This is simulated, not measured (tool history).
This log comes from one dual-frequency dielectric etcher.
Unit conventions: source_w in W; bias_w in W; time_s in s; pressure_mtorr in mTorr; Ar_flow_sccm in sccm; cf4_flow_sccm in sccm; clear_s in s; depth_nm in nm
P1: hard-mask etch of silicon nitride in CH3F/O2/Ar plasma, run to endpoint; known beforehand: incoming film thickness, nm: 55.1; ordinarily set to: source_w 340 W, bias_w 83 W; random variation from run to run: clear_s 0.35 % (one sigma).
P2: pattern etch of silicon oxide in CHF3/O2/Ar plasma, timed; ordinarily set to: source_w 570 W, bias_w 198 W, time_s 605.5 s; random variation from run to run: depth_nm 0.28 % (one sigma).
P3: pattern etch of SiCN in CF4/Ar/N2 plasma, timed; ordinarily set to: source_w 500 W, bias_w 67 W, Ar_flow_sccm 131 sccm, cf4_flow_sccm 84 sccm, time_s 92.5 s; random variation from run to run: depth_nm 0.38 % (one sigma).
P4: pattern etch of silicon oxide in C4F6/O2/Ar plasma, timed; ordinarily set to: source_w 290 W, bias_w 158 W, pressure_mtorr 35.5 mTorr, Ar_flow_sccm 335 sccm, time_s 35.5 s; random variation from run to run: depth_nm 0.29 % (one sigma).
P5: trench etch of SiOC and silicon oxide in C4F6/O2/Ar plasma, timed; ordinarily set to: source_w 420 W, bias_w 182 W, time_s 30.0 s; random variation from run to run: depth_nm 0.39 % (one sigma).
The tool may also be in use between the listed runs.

| run | hour | process | source_w | bias_w | time_s | pressure_mtorr | Ar_flow_sccm | cf4_flow_sccm | hours since the last wet clean | hours since the last source power generator calibration | hours since the last bias power generator calibration | clear_s | depth_nm |
|---|---|---|---|---|---|---|---|---|---|---|---|---|---|
| 1 | 6.4 | P1 | 340 | 83 |  |  |  |  | 71.9 | 1104.5 | 2900.7 | 80.692 |  |
| 2 | 15.7 | P1 | 340 | 52 |  |  |  |  | 81.2 | 1113.8 | 2910.0 | 93.819 |  |
| 3 | 24.8 | P1 | 260 | 83 |  |  |  |  | 90.3 | 1122.9 | 2919.1 | 89.174 |  |
| 4 | 32.7 | P2 | 570 | 198 | 333.0 |  |  |  | 98.2 | 1130.8 | 2927.0 |  | 650.410 |
| 5 | 39.9 | P5 | 420 | 182 | 30.0 |  |  |  | 105.4 | 1138.0 | 2934.2 |  | 58.733 |
| 6 | 46.7 | P4 | 290 | 158 | 35.5 | 26.0 | 335 |  | 112.2 | 1144.8 | 2941.0 |  | 95.768 |
| 7 | 55.0 | P5 | 420 | 182 | 44.5 |  |  |  | 120.5 | 1153.1 | 2949.3 |  | 87.909 |
| 8 | 61.5 | P4 | 290 | 158 | 48.5 | 35.5 | 335 |  | 127.0 | 1159.6 | 2955.8 |  | 126.620 |
| 9 | 72.2 | P1 | 460 | 53 |  |  |  |  | 137.7 | 1170.3 | 2966.5 | 83.293 |  |
| 10 | 80.2 | P3 | 500 | 67 | 92.5 |  | 170 | 84 | 145.7 | 1178.3 | 2974.5 |  | 81.992 |
| 11 | 94.1 | P3 | 500 | 95 | 92.5 |  | 131 | 84 | 159.6 | 1192.2 | 2988.4 |  | 96.064 |
| 12 | 101.0 | P1 | 340 | 83 |  |  |  |  | 166.5 | 1199.1 | 2995.3 | 80.358 |  |
| 13 | 108.4 | P4 | 170 | 158 | 35.5 | 35.5 | 335 |  | 173.9 | 1206.5 | 3002.7 |  | 75.286 |
| 14 | 119.2 | P1 | 450 | 83 |  |  |  |  | 184.7 | 1217.3 | 3013.5 | 72.286 |  |
| 15 | 130.8 | P5 | 420 | 121 | 30.0 |  |  |  | 196.3 | 1228.9 | 3025.1 |  | 51.999 |
| 16 | 139.5 | P3 | 500 | 67 | 92.5 |  | 131 | 56 | 205.0 | 1237.6 | 3033.8 |  | 80.098 |
| 17 | 150.6 | P3 | 500 | 67 | 92.5 |  | 131 | 84 | 216.1 | 1248.7 | 3044.9 |  | 86.015 |
| 18 | 163.8 | P1 | 340 | 83 |  |  |  |  | 229.3 | 1261.9 | 3058.1 | 80.456 |  |
| 19 | 171.0 | P3 | 500 | 67 | 92.5 |  | 131 | 84 | 236.5 | 1269.1 | 3065.3 |  | 85.345 |
| 20 | 181.4 | P3 | 680 | 67 | 92.5 |  | 131 | 84 | 246.9 | 1279.5 | 3075.7 |  | 113.100 |
| 21 | 190.1 | P2 | 570 | 122 | 605.5 |  |  |  | 255.6 | 1288.2 | 3084.4 |  | 1005.600 |
| 22 | 202.6 | P1 | 340 | 83 |  |  |  |  | 268.1 | 1300.7 | 3096.9 | 80.069 |  |
| 23 | 216.4 | P2 | 690 | 198 | 605.5 |  |  |  | 281.9 | 1314.5 | 3110.7 |  | 1277.000 |
| 24 | 223.2 | P1 | 340 | 83 |  |  |  |  | 288.7 | 1321.3 | 3117.5 | 80.174 |  |
| 25 | 229.9 | P4 | 290 | 158 | 35.5 | 35.5 | 215 |  | 295.4 | 1328.0 | 3124.2 |  | 96.940 |
| 26 | 243.3 | P1 | 340 | 83 |  |  |  |  | 308.8 | 1341.4 | 3137.6 | 80.685 |  |
| 27 | 253.3 | P4 | 290 | 208 | 35.5 | 35.5 | 335 |  | 318.8 | 1351.4 | 3147.6 |  | 100.990 |

Expected results for the next run?
| 28 | 263.9 | P3 | 500 | 67 | 51.5 |  | 131 | 84 | 329.4 | 1362.0 | 3158.2 |  | ? |

Run 28 yielded depth_nm 47.480 nm.
